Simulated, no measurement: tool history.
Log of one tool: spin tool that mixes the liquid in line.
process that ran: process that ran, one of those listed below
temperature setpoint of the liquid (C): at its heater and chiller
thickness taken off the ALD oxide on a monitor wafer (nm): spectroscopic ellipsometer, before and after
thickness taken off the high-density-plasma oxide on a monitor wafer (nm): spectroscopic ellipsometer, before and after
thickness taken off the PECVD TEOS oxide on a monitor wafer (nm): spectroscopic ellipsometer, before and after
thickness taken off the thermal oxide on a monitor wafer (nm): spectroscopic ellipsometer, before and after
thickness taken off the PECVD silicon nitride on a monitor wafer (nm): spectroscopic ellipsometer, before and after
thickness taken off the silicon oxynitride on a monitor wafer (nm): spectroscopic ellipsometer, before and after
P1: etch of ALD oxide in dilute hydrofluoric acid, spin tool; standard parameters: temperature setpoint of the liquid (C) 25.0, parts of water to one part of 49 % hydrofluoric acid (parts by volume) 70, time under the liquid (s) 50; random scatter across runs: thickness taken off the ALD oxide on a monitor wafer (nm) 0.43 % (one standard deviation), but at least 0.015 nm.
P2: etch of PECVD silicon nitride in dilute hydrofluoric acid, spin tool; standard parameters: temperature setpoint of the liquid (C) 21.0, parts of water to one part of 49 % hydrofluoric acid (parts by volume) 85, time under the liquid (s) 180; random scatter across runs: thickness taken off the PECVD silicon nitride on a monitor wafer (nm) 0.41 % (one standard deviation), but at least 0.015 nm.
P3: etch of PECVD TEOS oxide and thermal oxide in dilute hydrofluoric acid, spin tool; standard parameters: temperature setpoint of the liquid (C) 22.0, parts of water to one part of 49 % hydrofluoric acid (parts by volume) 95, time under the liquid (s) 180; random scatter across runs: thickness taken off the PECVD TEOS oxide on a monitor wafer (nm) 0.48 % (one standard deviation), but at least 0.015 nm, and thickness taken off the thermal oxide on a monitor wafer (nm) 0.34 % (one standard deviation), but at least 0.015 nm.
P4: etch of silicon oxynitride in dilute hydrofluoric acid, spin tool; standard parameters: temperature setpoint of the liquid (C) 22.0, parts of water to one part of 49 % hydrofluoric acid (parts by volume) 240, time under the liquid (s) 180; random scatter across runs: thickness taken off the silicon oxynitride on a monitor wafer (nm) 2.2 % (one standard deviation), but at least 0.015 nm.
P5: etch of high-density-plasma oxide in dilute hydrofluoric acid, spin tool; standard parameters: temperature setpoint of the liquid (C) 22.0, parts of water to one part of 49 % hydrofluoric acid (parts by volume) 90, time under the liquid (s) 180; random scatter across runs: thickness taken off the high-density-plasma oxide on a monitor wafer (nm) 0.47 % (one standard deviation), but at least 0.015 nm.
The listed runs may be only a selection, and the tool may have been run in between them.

run	day	process that ran	temperature setpoint of the liquid (C)	parts of water to one part of 49 % hydrofluoric acid (parts by volume)	time under the liquid (s)	hours since the thermometer was replaced	hours since the hydrofluoric acid flow meter was replaced	thickness taken off the ALD oxide on a monitor wafer (nm)	thickness taken off the high-density-plasma oxide on a monitor wafer (nm)	thickness taken off the PECVD TEOS oxide on a monitor wafer (nm)	thickness taken off the thermal oxide on a monitor wafer (nm)	thickness taken off the PECVD silicon nitride on a monitor wafer (nm)	thickness taken off the silicon oxynitride on a monitor wafer (nm)
1	0.479	P1	25.0	70	50	452.8	514.4	10.2910					
2	0.692	P5	26.5	90	180	457.9	519.5		18.2120				
3	0.904	P1	25.0	70	50	463.0	524.6	10.2840					
4	1.242	P1	29.5	70	50	471.1	532.7	12.2500					
5	1.646	P1	33.0	120	50	480.8	542.4	7.6187					
6	1.917	P1	25.0	25	50	487.3	548.9	30.6160					
7	2.358	P3	22.0	95	180	497.9	559.5			22.1650	8.3010		
8	2.692	P1	19.5	70	50	505.9	567.5	8.2196					
9	2.975	P1	25.0	70	15	512.7	574.3	3.0588					
10	3.200	P1	25.0	70	80	518.1	579.7	16.4910					
11	3.625	P3	28.0	95	180	528.3	589.9			27.8230	10.5430		
12	3.983	P1	25.0	125	50	536.9	598.5	5.3697					
# day 4.079: thermometer replaced
13	4.200	P1	25.0	70	50	2.9	603.7	10.3200					
14	4.475	P2	17.0	85	180	9.5	610.3					7.3835	
15	4.779	P4	22.0	240	180	16.8	617.6						1.03800
16	5.142	P1	25.0	70	50	25.5	626.3	10.3160					
17	5.467	P4	22.0	240	25	33.3	634.1						0.11189
18	5.725	P1	32.0	70	70	39.5	640.3	18.8800					
19	5.975	P1	25.0	70	50	45.5	646.3	10.1820					
20	6.225	P2	21.0	85	180	51.5	652.3					9.7063	
21	6.533	P1	25.0	70	50	58.9	659.7	10.3250					
22	6.862	P3	22.0	95	180	66.8	667.6			22.1510	8.2818		
23	7.183	P1	25.0	100	75	74.5	675.3	10.2750					
24	7.517	P1	25.0	70	50	82.5	683.3	10.2170					
25	7.962	P2	21.0	140	180	93.2	694.0					5.9546	
26	8.312	P3	22.0	45	180	101.6	702.4			49.4920	18.5890		
27	8.671	P5	22.0	35	180	110.2	711.0		41.8690				
28	9.154	P4	22.0	330	180	121.8	722.6						0.74133
29	9.421	P5	22.0	90	80	128.2	729.0		6.8075				
30	9.854	P3	22.0	95	50	138.6	739.4			6.1281	2.3144		
31	10.183	P4	27.5	240	180	146.5	747.3						1.31150
32	10.429	P5	22.0	90	180	152.4	753.2		15.2200				
33	10.750	P2	21.0	85	90	160.1	760.9					4.8491	
34	11.133	P2	21.0	85	180	169.3	770.1					9.6188	
35	11.479	P1	25.0	70	50	177.6	778.4	10.3410					
36	11.733	P1	25.0	70	50	183.7	784.5	10.1070					
37	12.208	P1	25.0	70	50	195.1	795.9	9.8007					
38	12.671	P1	25.0	70	50	206.2	807.0	9.6993					
39	12.979	P1	25.0	70	50	213.6	814.4	9.7062					
40	13.446	P1	25.0	70	50	224.8	825.6	9.5324					
41	13.812	P1	25.0	70	50	233.6	834.4	9.4523					
42	14.167	P1	25.0	70	50	242.1	842.9	9.4377					
43	14.533	P1	25.0	70	50	250.9	851.7	9.5195					
44	15.008	P1	25.0	70	50	262.3	863.1	9.3830					
45	15.275	P1	25.0	70	50	268.7	869.5	9.4932					

What P1 gives has crept away from where it was. These 2 causes fit the log equally well, each at the size given:
A: hydrofluoric acid flow below the setpoint (%) = 7.18
B: liquid colder than its thermometer reads (K) = 2.02
The process output started creeping at around day 11.479.

The check runs listed below each take one wafer, and their results are still question marks. Under which run would the listed causes lead to clearly different results?
check 1	15.542	P4	22.0	240	180								?
check 2	15.542	P2	21.0	85	180							?	
check 3	15.542	P5	22.0	90	180				?				
check 4	15.542	P3	22.0	95	180					?	?		

How each check would come out, cause by cause:
check	result	if A	if B
check 1	thickness taken off the silicon oxynitride on a monitor wafer (nm)	0.97582	0.97174
check 2	thickness taken off the PECVD silicon nitride on a monitor wafer (nm)	8.9800	8.4116
check 3	thickness taken off the high-density-plasma oxide on a monitor wafer (nm)	14.0760	14.0750
check 4	thickness taken off the PECVD TEOS oxide on a monitor wafer (nm)	20.3360	20.3490
check 4	thickness taken off the thermal oxide on a monitor wafer (nm)	7.6492	7.6541
Gap, in per cent, between the two causes that each check separates least, read from the result that separates them most: check 1 0.42 %; check 2 6.54 %; check 3 0.01 %; check 4 0.06 %
Only in check 2 would the causes give clearly different results; in the remaining checks their results would be nearly the same.

Check 2 was then run and gave: thickness taken off the PECVD silicon nitride on a monitor wafer (nm) 8.9290. Which cause is it?

A is the cause: hydrofluoric acid flow below the setpoint (%).

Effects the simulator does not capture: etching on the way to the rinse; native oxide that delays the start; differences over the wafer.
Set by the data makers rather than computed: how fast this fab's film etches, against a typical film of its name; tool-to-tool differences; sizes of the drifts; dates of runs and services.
